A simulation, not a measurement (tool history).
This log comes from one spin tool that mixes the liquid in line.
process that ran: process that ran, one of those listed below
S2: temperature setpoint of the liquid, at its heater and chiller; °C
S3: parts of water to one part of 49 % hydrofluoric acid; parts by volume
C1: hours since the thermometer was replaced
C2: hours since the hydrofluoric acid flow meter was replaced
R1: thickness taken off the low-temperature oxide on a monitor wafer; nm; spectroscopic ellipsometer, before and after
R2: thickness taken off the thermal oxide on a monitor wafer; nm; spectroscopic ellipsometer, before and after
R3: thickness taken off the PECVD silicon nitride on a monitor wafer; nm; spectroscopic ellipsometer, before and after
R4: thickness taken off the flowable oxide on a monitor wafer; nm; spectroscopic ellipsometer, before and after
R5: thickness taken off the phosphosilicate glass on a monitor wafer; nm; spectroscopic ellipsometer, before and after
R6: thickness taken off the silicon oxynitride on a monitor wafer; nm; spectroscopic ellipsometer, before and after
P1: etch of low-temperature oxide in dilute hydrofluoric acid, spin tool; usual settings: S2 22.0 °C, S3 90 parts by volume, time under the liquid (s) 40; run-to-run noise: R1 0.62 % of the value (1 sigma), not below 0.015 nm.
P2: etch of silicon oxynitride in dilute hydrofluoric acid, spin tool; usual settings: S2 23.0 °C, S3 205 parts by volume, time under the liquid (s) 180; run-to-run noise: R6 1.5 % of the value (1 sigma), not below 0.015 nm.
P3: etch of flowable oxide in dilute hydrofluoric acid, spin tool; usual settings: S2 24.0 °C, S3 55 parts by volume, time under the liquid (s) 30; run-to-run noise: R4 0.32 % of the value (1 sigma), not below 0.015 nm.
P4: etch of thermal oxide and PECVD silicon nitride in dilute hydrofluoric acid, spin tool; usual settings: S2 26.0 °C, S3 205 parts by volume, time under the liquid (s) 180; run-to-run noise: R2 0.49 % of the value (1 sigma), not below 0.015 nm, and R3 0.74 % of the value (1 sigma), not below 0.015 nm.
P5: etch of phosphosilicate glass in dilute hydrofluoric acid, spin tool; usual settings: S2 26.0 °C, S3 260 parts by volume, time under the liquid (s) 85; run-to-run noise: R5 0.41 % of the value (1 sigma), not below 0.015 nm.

run 1 hour=5.9 | process_that_ran=P1 S2=22.0 S3=90 time_under_the_liquid_(s)=40 | C1=286.9 C2=609.2 | R1=4.4477
run 2 hour=18.3 | process_that_ran=P1 S2=28.0 S3=90 time_under_the_liquid_(s)=40 | C1=299.3 C2=621.6 | R1=5.6753
run 3 hour=28.8 | process_that_ran=P4 S2=26.0 S3=360 time_under_the_liquid_(s)=180 | C1=309.8 C2=632.1 | R2=2.0176 R3=1.76640
run 4 hour=42.0 | process_that_ran=P1 S2=22.0 S3=90 time_under_the_liquid_(s)=20 | C1=323.0 C2=645.3 | R1=2.2289
run 5 hour=53.2 | process_that_ran=P4 S2=26.0 S3=205 time_under_the_liquid_(s)=55 | C1=334.2 C2=656.5 | R2=1.2725 R3=0.93139
run 6 hour=62.6 | process_that_ran=P4 S2=26.0 S3=205 time_under_the_liquid_(s)=180 | C1=343.6 C2=665.9 | R2=4.1613 R3=3.11540
run 7 hour=74.6 | process_that_ran=P3 S2=30.5 S3=55 time_under_the_liquid_(s)=30 | C1=355.6 C2=677.9 | R4=42.139
run 8 hour=83.8 | process_that_ran=P4 S2=33.5 S3=205 time_under_the_liquid_(s)=180 | C1=364.8 C2=687.1 | R2=5.3980 R3=4.88440
run 9 hour=95.3 | process_that_ran=P3 S2=24.0 S3=90 time_under_the_liquid_(s)=30 | C1=376.3 C2=698.6 | R4=19.001
run 10 hour=108.1 | process_that_ran=P5 S2=33.5 S3=260 time_under_the_liquid_(s)=85 | C1=389.1 C2=711.4 | R5=32.4800
run 11 hour=118.0 | process_that_ran=P1 S2=22.0 S3=55 time_under_the_liquid_(s)=60 | C1=399.0 C2=721.3 | R1=11.4560
run 12 hour=127.7 | process_that_ran=P1 S2=22.0 S3=90 time_under_the_liquid_(s)=40 | C1=408.7 C2=731.0 | R1=4.4468
run 13 hour=138.0 | process_that_ran=P3 S2=24.0 S3=55 time_under_the_liquid_(s)=15 | C1=419.0 C2=741.3 | R4=16.202
run 14 hour=150.5 | process_that_ran=P1 S2=22.0 S3=90 time_under_the_liquid_(s)=40 | C1=431.5 C2=753.8 | R1=4.4633
run 15 hour=162.7 | process_that_ran=P1 S2=17.0 S3=90 time_under_the_liquid_(s)=40 | C1=443.7 C2=766.0 | R1=3.6212
run 16 hour=175.8 | process_that_ran=P2 S2=23.0 S3=370 time_under_the_liquid_(s)=180 | C1=456.8 C2=779.1 | R6=0.85495
run 17 hour=186.9 | process_that_ran=P1 S2=22.0 S3=150 time_under_the_liquid_(s)=40 | C1=467.9 C2=790.2 | R1=2.4929
run 18 hour=194.0 | process_that_ran=P1 S2=22.0 S3=40 time_under_the_liquid_(s)=40 | C1=475.0 C2=797.3 | R1=10.7380
run 19 hour=206.9 | process_that_ran=P2 S2=28.5 S3=205 time_under_the_liquid_(s)=180 | C1=487.9 C2=810.2 | R6=2.28570
run 20 hour=213.0 | process_that_ran=P1 S2=17.0 S3=90 time_under_the_liquid_(s)=70 | C1=494.0 C2=816.3 | R1=6.3465
run 21 hour=224.6 | process_that_ran=P5 S2=26.0 S3=260 time_under_the_liquid_(s)=25 | C1=505.6 C2=827.9 | R5=7.4393
run 22 hour=231.0 | process_that_ran=P5 S2=26.0 S3=100 time_under_the_liquid_(s)=85 | C1=512.0 C2=834.3 | R5=79.4980
run 23 hour=244.3 | process_that_ran=P2 S2=23.0 S3=205 time_under_the_liquid_(s)=60 | C1=525.3 C2=847.6 | R6=0.61148
run 24 hour=251.2 | process_that_ran=P1 S2=22.0 S3=90 time_under_the_liquid_(s)=65 | C1=532.2 C2=854.5 | R1=7.3003
run 25 hour=260.0 | process_that_ran=P5 S2=26.0 S3=260 time_under_the_liquid_(s)=85 | C1=541.0 C2=863.3 | R5=25.5030
run 26 hour=269.5 | process_that_ran=P1 S2=29.5 S3=90 time_under_the_liquid_(s)=20 | C1=550.5 C2=872.8 | R1=2.9572
run 27 hour=279.6 | process_that_ran=P2 S2=23.0 S3=205 time_under_the_liquid_(s)=180 | C1=560.6 C2=882.9 | R6=1.77090
run 28 hour=290.6 | process_that_ran=P1 S2=22.0 S3=90 time_under_the_liquid_(s)=40 | C1=571.6 C2=893.9 | R1=4.3984
run 29 hour=303.5 | process_that_ran=P3 S2=24.0 S3=55 time_under_the_liquid_(s)=30 | C1=584.5 C2=906.8 | R4=32.683
run 30 hour=310.9 | process_that_ran=P1 S2=22.0 S3=90 time_under_the_liquid_(s)=40 | C1=591.9 C2=914.2 | R1=4.4777
run 31 hour=322.0 | process_that_ran=P1 S2=22.0 S3=90 time_under_the_liquid_(s)=40 | C1=603.0 C2=925.3 | R1=4.5915
run 32 hour=330.7 | process_that_ran=P1 S2=22.0 S3=90 time_under_the_liquid_(s)=40 | C1=611.7 C2=934.0 | R1=4.6232
run 33 hour=340.6 | process_that_ran=P1 S2=22.0 S3=90 time_under_the_liquid_(s)=40 | C1=621.6 C2=943.9 | R1=4.7171
run 34 hour=347.1 | process_that_ran=P1 S2=22.0 S3=90 time_under_the_liquid_(s)=40 | C1=628.1 C2=950.4 | R1=4.7228
run 35 hour=355.7 | process_that_ran=P1 S2=22.0 S3=90 time_under_the_liquid_(s)=40 | C1=636.7 C2=959.0 | R1=4.7152
run 36 hour=365.9 | process_that_ran=P1 S2=22.0 S3=90 time_under_the_liquid_(s)=40 | C1=646.9 C2=969.2 | R1=4.7705
run 37 hour=376.5 | process_that_ran=P1 S2=22.0 S3=90 time_under_the_liquid_(s)=40 | C1=657.5 C2=979.8 | R1=4.7720
run 38 hour=386.0 | process_that_ran=P1 S2=22.0 S3=90 time_under_the_liquid_(s)=40 | C1=667.0 C2=989.3 | R1=4.7589

What P1 gives has crept off from where it sat before. The 2 causes that follow fit the log equally well, each at the size noted:
A: liquid hotter than its thermometer reads (K) = 1.71
B: hydrofluoric acid flow above the setpoint (%) = 6.41
The gradual shift began around hour 310.9.

Below are 4 check runs, each averaged over 3 wafers, with their results shown as question marks. Which of them would give clearly different results depending on which cause is behind the drift?
run check 1 hour=395.5 | process_that_ran=P5 S2=26.0 S3=110 time_under_the_liquid_(s)=30 | R5=?
run check 2 hour=395.5 | process_that_ran=P4 S2=32.5 S3=320 time_under_the_liquid_(s)=180 | R2=? R3=?
run check 3 hour=395.5 | process_that_ran=P3 S2=24.0 S3=70 time_under_the_liquid_(s)=30 | R4=?
run check 4 hour=395.5 | process_that_ran=P2 S2=28.5 S3=285 time_under_the_liquid_(s)=180 | R6=?

Expected result of each check under each candidate cause:
check=check_1 result=R5 if_A=26.7850 if_B=26.9230
check=check_2 result=R2 if_A=3.0471 if_B=3.1465
check=check_2 result=R3 if_A=3.19310 if_B=3.10080
check=check_3 result=R4 if_A=26.830 if_B=26.799
check=check_4 result=R6 if_A=1.63520 if_B=1.64690
Smallest distance between any two causes, each pair judged by its most separating result, in per cent: check 1 0.51 %; check 2 3.21 %; check 3 0.12 %; check 4 0.71 %
Check 2 tells the causes apart: in the others they would give nearly the same result.

With check 2 done, the readings were: R2 3.1578 nm; R3 3.09480 nm. Identify which of the listed causes applies.

The correct cause is B, namely: hydrofluoric acid flow above the setpoint (%).
